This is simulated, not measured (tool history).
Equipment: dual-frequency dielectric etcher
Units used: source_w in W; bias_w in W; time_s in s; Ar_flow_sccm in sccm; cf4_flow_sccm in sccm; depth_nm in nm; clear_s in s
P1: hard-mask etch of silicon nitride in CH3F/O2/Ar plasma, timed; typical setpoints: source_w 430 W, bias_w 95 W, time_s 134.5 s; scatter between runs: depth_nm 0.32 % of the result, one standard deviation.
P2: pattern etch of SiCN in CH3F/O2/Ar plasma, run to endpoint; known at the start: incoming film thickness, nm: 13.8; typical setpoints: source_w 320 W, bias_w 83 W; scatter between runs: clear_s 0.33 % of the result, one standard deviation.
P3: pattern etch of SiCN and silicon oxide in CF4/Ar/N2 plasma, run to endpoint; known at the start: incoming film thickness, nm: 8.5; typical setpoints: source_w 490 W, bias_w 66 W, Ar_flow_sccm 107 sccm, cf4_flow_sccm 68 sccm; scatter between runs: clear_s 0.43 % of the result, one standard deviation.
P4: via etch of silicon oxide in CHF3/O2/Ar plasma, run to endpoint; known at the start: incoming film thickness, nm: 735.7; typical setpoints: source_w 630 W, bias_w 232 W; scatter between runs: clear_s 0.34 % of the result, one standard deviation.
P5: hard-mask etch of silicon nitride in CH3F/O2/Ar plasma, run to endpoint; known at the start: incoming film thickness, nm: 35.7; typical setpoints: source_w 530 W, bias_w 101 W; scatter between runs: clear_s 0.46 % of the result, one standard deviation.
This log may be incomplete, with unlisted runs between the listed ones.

run,day,process,source_w,bias_w,time_s,Ar_flow_sccm,cf4_flow_sccm,hours since the last wet clean,hours since the last source power generator calibration,hours since the last bias power generator calibration,depth_nm,clear_s
1,0.458,P1,430,95,134.5,,,299.4,2958.0,1224.9,106.950,
2,0.788,P2,440,83,,,,307.3,2965.9,1232.8,,32.7180
3,1.088,P2,320,83,,,,314.5,2973.1,1240.0,,36.6800
4,1.650,P5,630,101,,,,328.0,2986.6,1253.5,,37.9630
5,2.058,P1,430,95,134.5,,,337.8,2996.4,1263.3,106.200,
6,2.562,P4,630,296,,,,349.9,3008.5,1275.4,,312.3800
7,2.862,P5,530,101,,,,357.1,3015.7,1282.6,,40.2540
8,3.162,P1,430,124,134.5,,,364.3,3022.9,1289.8,117.020,
9,3.746,P2,320,112,,,,378.3,3036.9,1303.8,,32.9410
10,4.029,P1,430,60,134.5,,,385.1,3043.7,1310.6,91.015,
11,4.308,P1,550,95,134.5,,,391.8,3050.4,1317.3,116.670,
12,4.771,P1,430,95,134.5,,,402.9,3061.5,1328.4,106.750,
13,5.058,P1,430,95,134.5,,,409.8,3068.4,1335.3,107.500,
14,5.654,P1,430,95,168.5,,,424.1,3082.7,1349.6,133.770,
15,6.150,P4,630,232,,,,436.0,3094.6,1361.5,,340.2600
16,6.658,P1,430,95,93.0,,,448.2,3106.8,1373.7,74.116,
17,7.217,P1,430,71,194.5,,,461.6,3120.2,1387.1,138.590,
18,7.767,P3,490,54,,107,68,474.8,3133.4,1400.3,,10.3970
19,8.208,P3,490,66,,107,68,485.4,3144.0,1410.9,,9.8906
20,8.483,P1,270,95,134.5,,,492.0,3150.6,1417.5,90.111,
21,9.046,P2,320,83,,,,505.5,3164.1,1431.0,,36.6940
22,9.517,P5,530,101,,,,516.8,3175.4,1442.3,,40.4170
23,9.992,P3,490,66,,139,68,528.2,3186.8,1453.7,,10.2660
24,10.433,P3,490,66,,107,44,538.8,3197.4,1464.3,,10.5850
# day 10.554: wet clean of the chamber
25,10.842,P1,430,95,134.5,,,7.0,3207.2,1474.1,106.420,
26,11.238,P3,670,66,,107,68,16.5,3216.7,1483.6,,7.4261
27,11.675,P1,430,119,161.5,,,27.0,3227.2,1494.1,139.000,
28,12.229,P4,820,232,,,,40.3,3240.5,1507.4,,307.9500
29,12.825,P5,530,79,,,,54.6,3254.8,1521.7,,44.1180
30,13.146,P1,430,95,134.5,,,62.3,3262.5,1529.4,106.170,
31,13.679,P1,430,95,134.5,,,75.1,3275.3,1542.2,106.760,
32,13.950,P1,430,95,134.5,,,81.6,3281.8,1548.7,107.830,
33,14.471,P1,430,95,134.5,,,94.1,3294.3,1561.2,108.750,
# day 14.617: wet clean of the chamber
34,14.846,P1,430,95,134.5,,,5.5,3303.3,1570.2,108.680,
35,15.117,P1,430,95,134.5,,,12.0,3309.8,1576.7,107.900,
36,15.404,P1,430,95,134.5,,,18.9,3316.7,1583.6,108.510,
37,15.833,P1,430,95,134.5,,,29.2,3327.0,1593.9,108.320,
38,16.354,P1,430,95,134.5,,,41.7,3339.5,1606.4,108.090,
39,16.658,P1,430,95,134.5,,,49.0,3346.8,1613.7,108.890,

P1 has crept away from where it was. The log is fitted equally well by each of these 2 causes, at the sizes shown:
A: source power that arrives over what is set, % = 4.33
B: bias power that arrives over what is set, % = 4.45
At approximately day 13.146, the process output began to creep.
Excluded causes, each with its reason:
chamber walls in a state that raises the etch rate, %: work on it at day 14.617, done after the drift set in, did not restore what the process gave before

Each of the check runs listed below is run on 2 wafers and reports their average, with the results left as question marks. Pick the one under which the possible causes would lead to clearly different results.
check 1,16.962,P5,530,101,,,,,,,,?
check 2,16.962,P3,490,66,,107,68,,,,,?
check 3,16.962,P2,320,83,,,,,,,,?
check 4,16.962,P4,630,232,,,,,,,,?

Check results expected under each cause:
check,result,if A,if B
check 1,clear_s,39.9110,39.9140
check 2,clear_s,9.4607,9.6793
check 3,clear_s,36.2520,36.2360
check 4,clear_s,334.5900,334.8000
Per-check spread between the two closest causes, in the result where they differ most: check 1 0.01 %; check 2 2.29 %; check 3 0.04 %; check 4 0.06 %
Check 2 distinguishes between the causes, while the remaining checks would return nearly the same result for all of them.

Here is what check 2 returned: clear_s 9.7022 s. Which cause is it?

It is B: bias power that arrives over what is set, %.
